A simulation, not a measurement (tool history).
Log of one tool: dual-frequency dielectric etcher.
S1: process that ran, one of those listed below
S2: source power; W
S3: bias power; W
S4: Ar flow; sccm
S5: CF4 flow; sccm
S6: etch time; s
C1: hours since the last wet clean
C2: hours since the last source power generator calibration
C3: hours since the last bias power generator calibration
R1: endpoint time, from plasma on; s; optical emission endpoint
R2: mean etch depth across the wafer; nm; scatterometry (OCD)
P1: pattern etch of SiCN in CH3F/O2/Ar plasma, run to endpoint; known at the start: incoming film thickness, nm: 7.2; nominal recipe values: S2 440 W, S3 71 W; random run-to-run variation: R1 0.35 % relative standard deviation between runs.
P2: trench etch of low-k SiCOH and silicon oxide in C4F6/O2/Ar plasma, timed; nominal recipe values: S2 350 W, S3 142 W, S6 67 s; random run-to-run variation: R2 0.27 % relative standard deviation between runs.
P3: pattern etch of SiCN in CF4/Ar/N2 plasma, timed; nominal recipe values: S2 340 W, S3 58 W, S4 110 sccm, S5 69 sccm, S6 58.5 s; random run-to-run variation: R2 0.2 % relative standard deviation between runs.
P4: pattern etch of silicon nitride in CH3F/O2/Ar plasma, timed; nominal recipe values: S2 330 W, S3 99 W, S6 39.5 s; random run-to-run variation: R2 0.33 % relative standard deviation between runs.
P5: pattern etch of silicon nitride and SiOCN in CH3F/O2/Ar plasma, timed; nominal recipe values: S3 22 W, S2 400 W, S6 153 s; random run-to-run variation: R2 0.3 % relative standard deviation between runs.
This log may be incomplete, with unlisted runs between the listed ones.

Run 1, hour 5.9: S1 P1, S2 440 W, S3 71 W; C1 340.7; C2 1226; C3 704.9. Result: R1 18.708 s.
Run 2, hour 15: S1 P3, S2 340 W, S3 58 W, S4 110 sccm, S5 69 sccm, S6 58.5 s; C1 349.8; C2 1235.1; C3 714. Result: R2 37.131 nm.
Run 3, hour 22.2: S1 P1, S2 440 W, S3 71 W; C1 357; C2 1242.3; C3 721.2. Result: R1 18.728 s.
Run 4, hour 29.5: S1 P4, S2 330 W, S3 79 W, S6 39.5 s; C1 364.3; C2 1249.6; C3 728.5. Result: R2 26.355 nm.
Run 5, hour 35.4: S1 P1, S2 280 W, S3 92 W; C1 370.2; C2 1255.5; C3 734.4. Result: R1 20.03 s.
At hour 41.9: wet clean of the chamber.
Run 6, hour 43.2: S1 P3, S2 270 W, S3 58 W, S4 110 sccm, S5 69 sccm, S6 58.5 s; C1 1.3; C2 1263.3; C3 742.2. Result: R2 30.494 nm.
Run 7, hour 49.2: S1 P5, S2 400 W, S3 14 W, S6 153 s; C1 7.3; C2 1269.3; C3 748.2. Result: R2 17.122 nm.
Run 8, hour 59.1: S1 P3, S2 340 W, S3 58 W, S4 110 sccm, S5 69 sccm, S6 38 s; C1 17.2; C2 1279.2; C3 758.1. Result: R2 24.214 nm.
Run 9, hour 69.2: S1 P2, S2 200 W, S3 142 W, S6 67 s; C1 27.3; C2 1289.3; C3 768.2. Result: R2 152.18 nm.
Run 10, hour 77.8: S1 P1, S2 440 W, S3 96 W; C1 35.9; C2 1297.9; C3 776.8. Result: R1 16.681 s.
Run 11, hour 85.3: S1 P1, S2 440 W, S3 71 W; C1 43.4; C2 1305.4; C3 784.3. Result: R1 18.681 s.
Run 12, hour 91.7: S1 P1, S2 280 W, S3 48 W; C1 49.8; C2 1311.8; C3 790.7. Result: R1 25.171 s.
Run 13, hour 98.2: S1 P2, S2 350 W, S3 107 W, S6 67 s; C1 56.3; C2 1318.3; C3 797.2. Result: R2 173.22 nm.
Run 14, hour 105.2: S1 P5, S2 310 W, S3 22 W, S6 153 s; C1 63.3; C2 1325.3; C3 804.2. Result: R2 18.949 nm.
At hour 109.2: source power generator calibrated.
Run 15, hour 110.1: S1 P4, S2 330 W, S3 99 W, S6 39.5 s; C1 68.2; C2 0.9; C3 809.1. Result: R2 28.596 nm.
Run 16, hour 117.5: S1 P5, S2 400 W, S3 22 W, S6 153 s; C1 75.6; C2 8.3; C3 816.5. Result: R2 20.677 nm.
Run 17, hour 126.6: S1 P3, S2 340 W, S3 58 W, S4 134 sccm, S5 69 sccm, S6 58.5 s; C1 84.7; C2 17.4; C3 825.6. Result: R2 35.999 nm.
Run 18, hour 134.1: S1 P4, S2 330 W, S3 99 W, S6 21.5 s; C1 92.2; C2 24.9; C3 833.1. Result: R2 15.542 nm.
Run 19, hour 139.2: S1 P2, S2 350 W, S3 142 W, S6 67 s; C1 97.3; C2 30; C3 838.2. Result: R2 188.41 nm.
Run 20, hour 144.2: S1 P3, S2 340 W, S3 58 W, S4 110 sccm, S5 95 sccm, S6 58.5 s; C1 102.3; C2 35; C3 843.2. Result: R2 39.01 nm.
Run 21, hour 154.2: S1 P1, S2 440 W, S3 51 W; C1 112.3; C2 45; C3 853.2. Result: R1 20.923 s.
Run 22, hour 158.7: S1 P3, S2 340 W, S3 58 W, S4 110 sccm, S5 69 sccm, S6 58.5 s; C1 116.8; C2 49.5; C3 857.7. Result: R2 37.28 nm.
Run 23, hour 164.3: S1 P5, S2 400 W, S3 22 W, S6 94 s; C1 122.4; C2 55.1; C3 863.3. Result: R2 12.726 nm.
Run 24, hour 173.7: S1 P1, S2 440 W, S3 71 W; C1 131.8; C2 64.5; C3 872.7. Result: R1 18.677 s.
Run 25, hour 182.2: S1 P3, S2 340 W, S3 40 W, S4 110 sccm, S5 69 sccm, S6 58.5 s; C1 140.3; C2 73; C3 881.2. Result: R2 32.831 nm.
Run 26, hour 192.3: S1 P1, S2 610 W, S3 71 W; C1 150.4; C2 83.1; C3 891.3. Result: R1 16.446 s.
Run 27, hour 199: S1 P4, S2 220 W, S3 99 W, S6 39.5 s; C1 157.1; C2 89.8; C3 898. Result: R2 24.553 nm.
Run 28, hour 206.8: S1 P2, S2 350 W, S3 142 W, S6 97.5 s; C1 164.9; C2 97.6; C3 905.8. Result: R2 275.12 nm.
Run 29, hour 214.1: S1 P1, S2 440 W, S3 71 W; C1 172.2; C2 104.9; C3 913.1. Result: R1 18.702 s.
Run 30, hour 222.7: S1 P1, S2 320 W, S3 71 W; C1 180.8; C2 113.5; C3 921.7. Result: R1 21.014 s.
Run 31, hour 227.4: S1 P1, S2 440 W, S3 71 W; C1 185.5; C2 118.2; C3 926.4. Result: R1 18.686 s.
Run 32, hour 236: S1 P1, S2 440 W, S3 71 W; C1 194.1; C2 126.8; C3 935. Result: R1 18.862 s.
Run 33, hour 243.6: S1 P1, S2 440 W, S3 71 W; C1 201.7; C2 134.4; C3 942.6. Result: R1 18.885 s.
Run 34, hour 248.5: S1 P1, S2 440 W, S3 71 W; C1 206.6; C2 139.3; C3 947.5. Result: R1 18.86 s.
At hour 249.3: wet clean of the chamber.
Run 35, hour 254.8: S1 P1, S2 440 W, S3 71 W; C1 5.6; C2 145.6; C3 953.8. Result: R1 18.742 s.
Run 36, hour 261.3: S1 P1, S2 440 W, S3 71 W; C1 12.1; C2 152.1; C3 960.3. Result: R1 19.021 s.
Run 37, hour 266.3: S1 P1, S2 440 W, S3 71 W; C1 17.1; C2 157.1; C3 965.3. Result: R1 19.005 s.
Run 38, hour 275.6: S1 P1, S2 440 W, S3 71 W; C1 26.4; C2 166.4; C3 974.6. Result: R1 19.061 s.

What P1 gives has crept off from where it sat before. The 2 causes that follow fit the log equally well, each at the size noted:
A: source power that arrives under what is set, % = 4.58
B: bias power that arrives under what is set, % = 4.95
The process output started creeping at around hour 227.4.
Excluded causes, each with its reason:
chamber walls in a state that lowers the etch rate, %: serviced at hour 249.3, after the drift had started, without restoring the earlier output

Of the 4 check runs listed below, each run on one wafer and each result written as a question mark, which would let you distinguish the listed causes because they would give clearly different results?
Run check 1, hour 284.9: S1 P5, S2 400 W, S3 22 W, S6 153 s. Result: R2 ?.
Run check 2, hour 284.9: S1 P3, S2 340 W, S3 58 W, S4 110 sccm, S5 69 sccm, S6 58.5 s. Result: R2 ?.
Run check 3, hour 284.9: S1 P2, S2 350 W, S3 142 W, S6 67 s. Result: R2 ?.
Run check 4, hour 284.9: S1 P4, S2 330 W, S3 99 W, S6 39.5 s. Result: R2 ?.

What every check run would give for each of its results, assuming each possible cause in turn:
  check  result    if A    if B
check 1      R2  20.388  20.262
check 2      R2   35.71  36.571
check 3      R2  185.17  185.76
check 4      R2   28.09  28.052
Smallest distance between any two causes, each pair judged by its most separating result, in per cent: check 1 0.62 %; check 2 2.38 %; check 3 0.32 %; check 4 0.14 %
Only check 2 tells the causes apart: in the others they would give nearly the same result.

Check 2 was then run and gave: R2 35.655 nm. Which cause is it?

A is the cause: source power that arrives under what is set, %.
